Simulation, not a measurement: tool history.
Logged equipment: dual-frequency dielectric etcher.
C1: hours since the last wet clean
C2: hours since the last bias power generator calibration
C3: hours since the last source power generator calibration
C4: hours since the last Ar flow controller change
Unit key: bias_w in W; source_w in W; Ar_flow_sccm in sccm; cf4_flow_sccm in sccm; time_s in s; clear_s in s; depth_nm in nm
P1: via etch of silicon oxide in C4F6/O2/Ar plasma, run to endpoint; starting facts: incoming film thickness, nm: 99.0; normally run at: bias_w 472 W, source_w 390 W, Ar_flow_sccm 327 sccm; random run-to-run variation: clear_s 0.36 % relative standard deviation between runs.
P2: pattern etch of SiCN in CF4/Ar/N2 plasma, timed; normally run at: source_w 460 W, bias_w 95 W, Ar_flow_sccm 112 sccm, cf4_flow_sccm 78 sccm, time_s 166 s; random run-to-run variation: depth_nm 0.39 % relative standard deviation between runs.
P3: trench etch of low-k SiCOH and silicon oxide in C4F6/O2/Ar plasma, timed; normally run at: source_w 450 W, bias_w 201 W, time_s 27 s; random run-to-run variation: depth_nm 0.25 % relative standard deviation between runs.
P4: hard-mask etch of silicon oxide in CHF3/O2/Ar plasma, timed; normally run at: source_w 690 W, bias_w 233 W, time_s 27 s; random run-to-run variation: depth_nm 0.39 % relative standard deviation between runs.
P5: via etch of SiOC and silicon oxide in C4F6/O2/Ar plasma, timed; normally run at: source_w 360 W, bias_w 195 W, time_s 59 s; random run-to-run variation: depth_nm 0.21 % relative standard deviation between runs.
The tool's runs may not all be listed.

run 1 hour=16 | process=P1 bias_w=472 source_w=390 Ar_flow_sccm=327 | C1=128.1 C2=1656.8 C3=1391.4 C4=1686.4 | clear_s=22.598
run 2 hour=26.2 | process=P2 bias_w=95 source_w=460 Ar_flow_sccm=112 cf4_flow_sccm=78 time_s=166 | C1=138.3 C2=1667 C3=1401.6 C4=1696.6 | depth_nm=164.43
run 3 hour=41.8 | process=P3 bias_w=161 source_w=450 time_s=27 | C1=153.9 C2=1682.6 C3=1417.2 C4=1712.2 | depth_nm=81.952
run 4 hour=54.8 | process=P2 bias_w=95 source_w=370 Ar_flow_sccm=112 cf4_flow_sccm=78 time_s=166 | C1=166.9 C2=1695.6 C3=1430.2 C4=1725.2 | depth_nm=134.83
run 5 hour=70.4 | process=P1 bias_w=472 source_w=390 Ar_flow_sccm=327 | C1=182.5 C2=1711.2 C3=1445.8 C4=1740.8 | clear_s=22.521
run 6 hour=82.3 | process=P5 bias_w=195 source_w=360 time_s=88 | C1=194.4 C2=1723.1 C3=1457.7 C4=1752.7 | depth_nm=97.095
run 7 hour=91.7 | process=P3 bias_w=201 source_w=450 time_s=27 | C1=203.8 C2=1732.5 C3=1467.1 C4=1762.1 | depth_nm=87.962
run 8 hour=102.2 | process=P1 bias_w=586 source_w=390 Ar_flow_sccm=327 | C1=214.3 C2=1743 C3=1477.6 C4=1772.6 | clear_s=20.768
run 9 hour=118.3 | process=P5 bias_w=266 source_w=360 time_s=59 | C1=230.4 C2=1759.1 C3=1493.7 C4=1788.7 | depth_nm=72.5
run 10 hour=130.5 | process=P2 bias_w=113 source_w=460 Ar_flow_sccm=112 cf4_flow_sccm=78 time_s=166 | C1=242.6 C2=1771.3 C3=1505.9 C4=1800.9 | depth_nm=174.49
run 11 hour=144.3 | process=P1 bias_w=472 source_w=390 Ar_flow_sccm=195 | C1=256.4 C2=1785.1 C3=1519.7 C4=1814.7 | clear_s=21.271
run 12 hour=157.4 | process=P1 bias_w=341 source_w=390 Ar_flow_sccm=327 | C1=269.5 C2=1798.2 C3=1532.8 C4=1827.8 | clear_s=25.294
run 13 hour=170.9 | process=P4 bias_w=233 source_w=690 time_s=34.5 | C1=283 C2=1811.7 C3=1546.3 C4=1841.3 | depth_nm=77.445
-- hour=176.1 bias power generator calibrated
run 14 hour=183.4 | process=P3 bias_w=201 source_w=450 time_s=27 | C1=295.5 C2=7.3 C3=1558.8 C4=1853.8 | depth_nm=87.692
run 15 hour=194.5 | process=P1 bias_w=472 source_w=390 Ar_flow_sccm=327 | C1=306.6 C2=18.4 C3=1569.9 C4=1864.9 | clear_s=22.545
run 16 hour=210.2 | process=P4 bias_w=136 source_w=690 time_s=27 | C1=322.3 C2=34.1 C3=1585.6 C4=1880.6 | depth_nm=51.201
run 17 hour=220.5 | process=P1 bias_w=472 source_w=280 Ar_flow_sccm=391 | C1=332.6 C2=44.4 C3=1595.9 C4=1890.9 | clear_s=25.872
run 18 hour=229.6 | process=P1 bias_w=472 source_w=390 Ar_flow_sccm=327 | C1=341.7 C2=53.5 C3=1605 C4=1900 | clear_s=22.519
run 19 hour=242.4 | process=P1 bias_w=335 source_w=390 Ar_flow_sccm=250 | C1=354.5 C2=66.3 C3=1617.8 C4=1912.8 | clear_s=24.829
run 20 hour=251.9 | process=P4 bias_w=233 source_w=690 time_s=27 | C1=364 C2=75.8 C3=1627.3 C4=1922.3 | depth_nm=60.983
run 21 hour=259.4 | process=P4 bias_w=233 source_w=690 time_s=27 | C1=371.5 C2=83.3 C3=1634.8 C4=1929.8 | depth_nm=61.083
run 22 hour=273.4 | process=P2 bias_w=95 source_w=460 Ar_flow_sccm=112 cf4_flow_sccm=78 time_s=246.5 | C1=385.5 C2=97.3 C3=1648.8 C4=1943.8 | depth_nm=242.79
run 23 hour=287.1 | process=P1 bias_w=472 source_w=490 Ar_flow_sccm=327 | C1=399.2 C2=111 C3=1662.5 C4=1957.5 | clear_s=20.686
run 24 hour=298.4 | process=P1 bias_w=472 source_w=390 Ar_flow_sccm=327 | C1=410.5 C2=122.3 C3=1673.8 C4=1968.8 | clear_s=22.466
-- hour=313.2 wet clean of the chamber
run 25 hour=314.3 | process=P1 bias_w=472 source_w=230 Ar_flow_sccm=327 | C1=1.2 C2=138.2 C3=1689.7 C4=1984.7 | clear_s=27.366
run 26 hour=322.1 | process=P4 bias_w=233 source_w=930 time_s=27 | C1=9 C2=146 C3=1697.5 C4=1992.5 | depth_nm=68.19
run 27 hour=337.8 | process=P2 bias_w=95 source_w=460 Ar_flow_sccm=112 cf4_flow_sccm=107 time_s=166 | C1=24.7 C2=161.7 C3=1713.2 C4=2008.2 | depth_nm=170.87
run 28 hour=347.6 | process=P1 bias_w=472 source_w=390 Ar_flow_sccm=408 | C1=34.5 C2=171.5 C3=1723 C4=2018 | clear_s=22.959
run 29 hour=357.7 | process=P1 bias_w=581 source_w=490 Ar_flow_sccm=327 | C1=44.6 C2=181.6 C3=1733.1 C4=2028.1 | clear_s=19.102
run 30 hour=367.2 | process=P2 bias_w=95 source_w=460 Ar_flow_sccm=138 cf4_flow_sccm=78 time_s=166 | C1=54.1 C2=191.1 C3=1742.6 C4=2037.6 | depth_nm=160.12
run 31 hour=377.7 | process=P5 bias_w=195 source_w=360 time_s=59 | C1=64.6 C2=201.6 C3=1753.1 C4=2048.1 | depth_nm=65.113
run 32 hour=388.9 | process=P3 bias_w=201 source_w=450 time_s=19 | C1=75.8 C2=212.8 C3=1764.3 C4=2059.3 | depth_nm=62.095
run 33 hour=403.1 | process=P1 bias_w=472 source_w=390 Ar_flow_sccm=327 | C1=90 C2=227 C3=1778.5 C4=2073.5 | clear_s=22.374
run 34 hour=411.1 | process=P5 bias_w=195 source_w=260 time_s=59 | C1=98 C2=235 C3=1786.5 C4=2081.5 | depth_nm=57.536
run 35 hour=420.6 | process=P5 bias_w=195 source_w=360 time_s=59 | C1=107.5 C2=244.5 C3=1796 C4=2091 | depth_nm=65.208
run 36 hour=435.4 | process=P3 bias_w=201 source_w=270 time_s=27 | C1=122.3 C2=259.3 C3=1810.8 C4=2105.8 | depth_nm=72.371
run 37 hour=448.3 | process=P2 bias_w=95 source_w=460 Ar_flow_sccm=112 cf4_flow_sccm=78 time_s=166 | C1=135.2 C2=272.2 C3=1823.7 C4=2118.7 | depth_nm=164.05
run 38 hour=462.7 | process=P1 bias_w=472 source_w=390 Ar_flow_sccm=327 | C1=149.6 C2=286.6 C3=1838.1 C4=2133.1 | clear_s=22.453
run 39 hour=470.5 | process=P1 bias_w=472 source_w=390 Ar_flow_sccm=327 | C1=157.4 C2=294.4 C3=1845.9 C4=2140.9 | clear_s=22.365
run 40 hour=483.7 | process=P1 bias_w=472 source_w=390 Ar_flow_sccm=327 | C1=170.6 C2=307.6 C3=1859.1 C4=2154.1 | clear_s=22.195
-- hour=492.9 wet clean of the chamber
run 41 hour=495.1 | process=P1 bias_w=472 source_w=390 Ar_flow_sccm=327 | C1=2.2 C2=319 C3=1870.5 C4=2165.5 | clear_s=22.18
run 42 hour=502.9 | process=P1 bias_w=472 source_w=390 Ar_flow_sccm=327 | C1=10 C2=326.8 C3=1878.3 C4=2173.3 | clear_s=22.357
-- hour=509.6 Ar flow controller replaced
run 43 hour=517.8 | process=P1 bias_w=472 source_w=390 Ar_flow_sccm=327 | C1=24.9 C2=341.7 C3=1893.2 C4=8.3 | clear_s=22.211
run 44 hour=531.7 | process=P1 bias_w=472 source_w=390 Ar_flow_sccm=327 | C1=38.8 C2=355.6 C3=1907.1 C4=22.2 | clear_s=22.127
run 45 hour=542.8 | process=P1 bias_w=472 source_w=390 Ar_flow_sccm=327 | C1=49.9 C2=366.7 C3=1918.2 C4=33.3 | clear_s=22.29

What P1 gives has crept away from where it was. These 2 causes fit the log equally well, each at the size given:
A: bias power that arrives over what is set, % = 4.94
B: source power that arrives over what is set, % = 4.98
Creep in the process output first set in at about hour 462.7.
Excluded causes, each with its reason:
chamber walls in a state that raises the etch rate, %: work on it at hour 492.9, done after the drift set in, did not restore what the process gave before
Ar flow that arrives under what is set, %: work on it at hour 509.6, done after the drift set in, did not restore what the process gave before

Which of the check runs below tells the causes apart, meaning the causes would give it clearly different results? Each run uses 2 wafers whose results are averaged, and each result is shown as a question mark.
run check 1 hour=553.9 | process=P3 bias_w=201 source_w=370 time_s=19.5 | depth_nm=?
run check 2 hour=553.9 | process=P5 bias_w=263 source_w=360 time_s=81 | depth_nm=?
run check 3 hour=553.9 | process=P2 bias_w=95 source_w=460 Ar_flow_sccm=112 cf4_flow_sccm=102 time_s=229 | depth_nm=?
run check 4 hour=553.9 | process=P4 bias_w=143 source_w=690 time_s=27 | depth_nm=?

What each check would give under each cause:
check=check_1 result=depth_nm if_A=59.804 if_B=59.985
check=check_2 result=depth_nm if_A=100.66 if_B=100.81
check=check_3 result=depth_nm if_A=238.32 if_B=244.48
check=check_4 result=depth_nm if_A=52.558 if_B=52.746
Distance between the nearest two causes, measured in the result of the check that separates them most: check 1 0.3 %; check 2 0.15 %; check 3 2.55 %; check 4 0.36 %
Only in check 3 would the causes give clearly different results; in the remaining checks their results would be nearly the same.

Running check 3 produced the following: depth_nm 245.26 nm. Which one of the listed causes fits?

It was cause B: source power that arrives over what is set, %.

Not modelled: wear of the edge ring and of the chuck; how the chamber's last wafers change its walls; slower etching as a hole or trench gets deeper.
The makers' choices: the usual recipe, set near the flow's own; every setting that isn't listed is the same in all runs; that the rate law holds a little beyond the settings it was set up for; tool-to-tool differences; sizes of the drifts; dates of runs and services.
